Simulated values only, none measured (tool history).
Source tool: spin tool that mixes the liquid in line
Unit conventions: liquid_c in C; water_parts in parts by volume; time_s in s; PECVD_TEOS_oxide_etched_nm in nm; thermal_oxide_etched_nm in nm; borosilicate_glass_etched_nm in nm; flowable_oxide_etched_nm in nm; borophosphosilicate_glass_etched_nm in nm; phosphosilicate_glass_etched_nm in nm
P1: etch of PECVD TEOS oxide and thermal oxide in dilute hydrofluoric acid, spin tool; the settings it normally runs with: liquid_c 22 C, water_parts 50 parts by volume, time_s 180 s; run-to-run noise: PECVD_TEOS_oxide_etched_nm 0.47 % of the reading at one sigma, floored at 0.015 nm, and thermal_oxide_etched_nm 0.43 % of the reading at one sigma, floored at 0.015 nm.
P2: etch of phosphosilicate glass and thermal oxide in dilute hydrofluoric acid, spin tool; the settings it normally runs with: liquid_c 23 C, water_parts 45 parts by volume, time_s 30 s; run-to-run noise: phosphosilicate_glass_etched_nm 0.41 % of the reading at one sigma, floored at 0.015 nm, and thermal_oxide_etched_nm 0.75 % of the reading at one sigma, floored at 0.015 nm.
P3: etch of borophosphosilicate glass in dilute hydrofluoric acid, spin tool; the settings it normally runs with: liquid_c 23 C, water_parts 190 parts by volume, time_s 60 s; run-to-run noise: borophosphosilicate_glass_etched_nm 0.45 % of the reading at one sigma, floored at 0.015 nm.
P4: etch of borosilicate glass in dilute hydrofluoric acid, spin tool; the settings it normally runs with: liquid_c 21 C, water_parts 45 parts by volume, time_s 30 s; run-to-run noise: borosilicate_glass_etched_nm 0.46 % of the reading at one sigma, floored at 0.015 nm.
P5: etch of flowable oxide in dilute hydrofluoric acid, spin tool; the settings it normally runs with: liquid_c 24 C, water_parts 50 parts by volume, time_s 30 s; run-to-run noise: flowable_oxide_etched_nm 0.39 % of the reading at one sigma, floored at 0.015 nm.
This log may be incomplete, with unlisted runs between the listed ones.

run,hour,process,liquid_c,water_parts,time_s,hours since the thermometer was replaced,hours since the hydrofluoric acid flow meter was replaced,PECVD_TEOS_oxide_etched_nm,thermal_oxide_etched_nm,borosilicate_glass_etched_nm,flowable_oxide_etched_nm,borophosphosilicate_glass_etched_nm,phosphosilicate_glass_etched_nm
1,13.5,P1,22,50,180,601.3,505.8,40.05,17.227,,,,
2,26.8,P4,21,60,30,614.6,519.1,,,18.176,,,
3,38.1,P5,18,50,30,625.9,530.4,,,,15.042,,
4,53.9,P1,29,50,180,641.7,546.2,53.006,23.209,,,,
5,62.5,P5,24,50,50,650.3,554.8,,,,32.314,,
6,79.9,P3,23,190,90,667.7,572.2,,,,,25.212,
7,91.7,P1,22,50,180,679.5,584,39.754,17.514,,,,
8,109.8,P1,22,90,180,697.6,602.1,21.077,9.1524,,,,
9,124.2,P1,22,20,180,712,616.5,103.7,45.089,,,,
10,140.4,P3,27.5,190,60,728.2,632.7,,,,,19.965,
11,155.4,P5,24,50,30,743.2,647.7,,,,19.597,,
12,173.8,P1,18,50,180,761.6,666.1,33.477,14.61,,,,
13,185.4,P2,23,25,30,773.2,677.7,,6.1277,,,,238.81
14,200.6,P4,27.5,45,30,788.4,692.9,,,32.143,,,
15,213.3,P3,23,335,60,801.1,705.6,,,,,8.3034,
16,221.8,P2,23,45,30,809.6,714.1,,3.3223,,,,130.6
17,233.2,P1,22,50,25,821,725.5,5.535,2.4004,,,,
18,250.2,P3,23,190,60,838,742.5,,,,,16.672,
19,261.3,P1,28.5,50,250,849.1,753.6,72.503,31.454,,,,
20,273.5,P5,24,75,30,861.3,765.8,,,,12.679,,
21,283.2,P1,22,50,180,871,775.5,39.673,17.368,,,,
22,297.1,P1,22,50,180,884.9,789.4,40.068,17.452,,,,
23,306.6,P5,24,50,30,894.4,798.9,,,,19.413,,
24,322.3,P2,31.5,45,30,910.1,814.6,,4.6649,,,,183.65
25,330.9,P1,22,50,275,918.7,823.2,61.173,26.488,,,,
26,345.6,P4,21,45,55,933.4,837.9,,,45.09,,,
27,356.4,P3,23,190,60,944.2,848.7,,,,,16.937,
28,373.3,P2,23,45,15,961.1,865.6,,1.6616,,,,65.12
29,384.6,P1,22,70,300,972.4,876.9,46.557,20.048,,,,
30,393.1,P4,21,45,30,980.9,885.4,,,24.925,,,
31,408.6,P2,23,45,30,996.4,900.9,,3.3536,,,,130.02
32,420.1,P1,22,50,180,1007.9,912.4,40.191,17.308,,,,
33,430.8,P1,22,50,180,1018.6,923.1,38.927,16.894,,,,
34,446.9,P1,22,50,180,1034.7,939.2,37.985,16.502,,,,
35,457.1,P1,22,50,180,1044.9,949.4,37.202,16.228,,,,
36,466.4,P1,22,50,180,1054.2,958.7,37.068,16.129,,,,
37,484.9,P1,22,50,180,1072.7,977.2,37.201,15.872,,,,
38,495.6,P1,22,50,180,1083.4,987.9,36.579,15.892,,,,
39,513.3,P1,22,50,180,1101.1,1005.6,36.625,15.94,,,,
40,531.8,P1,22,50,180,1119.6,1024.1,36.355,15.85,,,,

P1 no longer gives what it gave before; its output has crept away from where it was. The following 2 causes, each at its listed size, fit the log equally well:
A: hydrofluoric acid flow below the setpoint (%) = 8.13
B: liquid colder than its thermometer reads (K) = 2.15
The gradual shift began around hour 420.1.

Which of the 4 check runs listed below, each an average over 2 wafers with its results shown as question marks, gives clearly different results under the different listed causes?
check 1,550.3,P4,25,45,30,,,,,?,,,
check 2,550.3,P2,23,35,30,,,,?,,,,?
check 3,550.3,P5,18.5,50,30,,,,,,?,,
check 4,550.3,P3,23,275,60,,,,,,,?,

What every check run would give for each of its results, assuming each possible cause in turn:
check,result,if A,if B
check 1,borosilicate_glass_etched_nm,26.725,26.76
check 2,thermal_oxide_etched_nm,3.9603,3.9521
check 2,phosphosilicate_glass_etched_nm,155.08,154.76
check 3,flowable_oxide_etched_nm,14.146,14.098
check 4,borophosphosilicate_glass_etched_nm,9.5265,9.8218
How far apart the two closest causes lie, in the result that separates them most: check 1 0.13 %; check 2 0.21 %; check 3 0.34 %; check 4 3.05 %
The other checks would show nearly matching results whichever cause is true, so check 4 is the only one that separates the causes.

Check 4 was then run and gave: borophosphosilicate_glass_etched_nm 9.8387 nm. Which cause is it?

It is B: liquid colder than its thermometer reads (K).

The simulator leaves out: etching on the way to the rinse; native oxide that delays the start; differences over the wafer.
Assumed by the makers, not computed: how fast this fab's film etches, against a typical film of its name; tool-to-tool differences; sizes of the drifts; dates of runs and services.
